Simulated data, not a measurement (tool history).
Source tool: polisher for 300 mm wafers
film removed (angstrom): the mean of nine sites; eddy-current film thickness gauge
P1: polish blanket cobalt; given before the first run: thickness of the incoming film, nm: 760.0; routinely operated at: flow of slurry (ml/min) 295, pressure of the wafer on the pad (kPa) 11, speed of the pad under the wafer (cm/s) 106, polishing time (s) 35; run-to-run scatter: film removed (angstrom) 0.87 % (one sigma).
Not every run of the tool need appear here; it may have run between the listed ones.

run	hour	flow of slurry (ml/min)	pressure of the wafer on the pad (kPa)	speed of the pad under the wafer (cm/s)	polishing time (s)	film removed (angstrom)
1	7.4	295	11	106	35	1317.5
2	11	295	11	106	35	1345.4
3	18.7	295	15.9	106	35	1902.4
4	25	295	15.2	106	21	1097
# hour 27.8: head pressure recalibrated
5	32.3	295	11	158	35	1955.2
6	39.7	295	11	106	35	1325.6
7	46.1	295	11	106	35	1326.2
8	52.9	295	11	106	24	934.76
9	57.9	295	11	106	35	1338.7
10	65.6	295	11	106	55	2083.6
11	70	430	11	106	35	1371.5
12	73.5	395	11	78	35	1000.4
13	77.9	295	11	70	35	877.42
14	81.3	175	11	106	35	1236.1
15	87.7	295	4.8	106	35	587.82
16	93.9	215	11	106	23	841.09
17	97.6	295	11	106	35	1329.2
18	103.3	295	11	106	35	1327.9
19	107.7	295	11	106	35	1300.2
20	114.7	295	11	106	35	1279.5

For run 21, what comes out?
21	120.7	295	11	106	35	?

{"run 21": {"film removed (angstrom)": 1285.6}}

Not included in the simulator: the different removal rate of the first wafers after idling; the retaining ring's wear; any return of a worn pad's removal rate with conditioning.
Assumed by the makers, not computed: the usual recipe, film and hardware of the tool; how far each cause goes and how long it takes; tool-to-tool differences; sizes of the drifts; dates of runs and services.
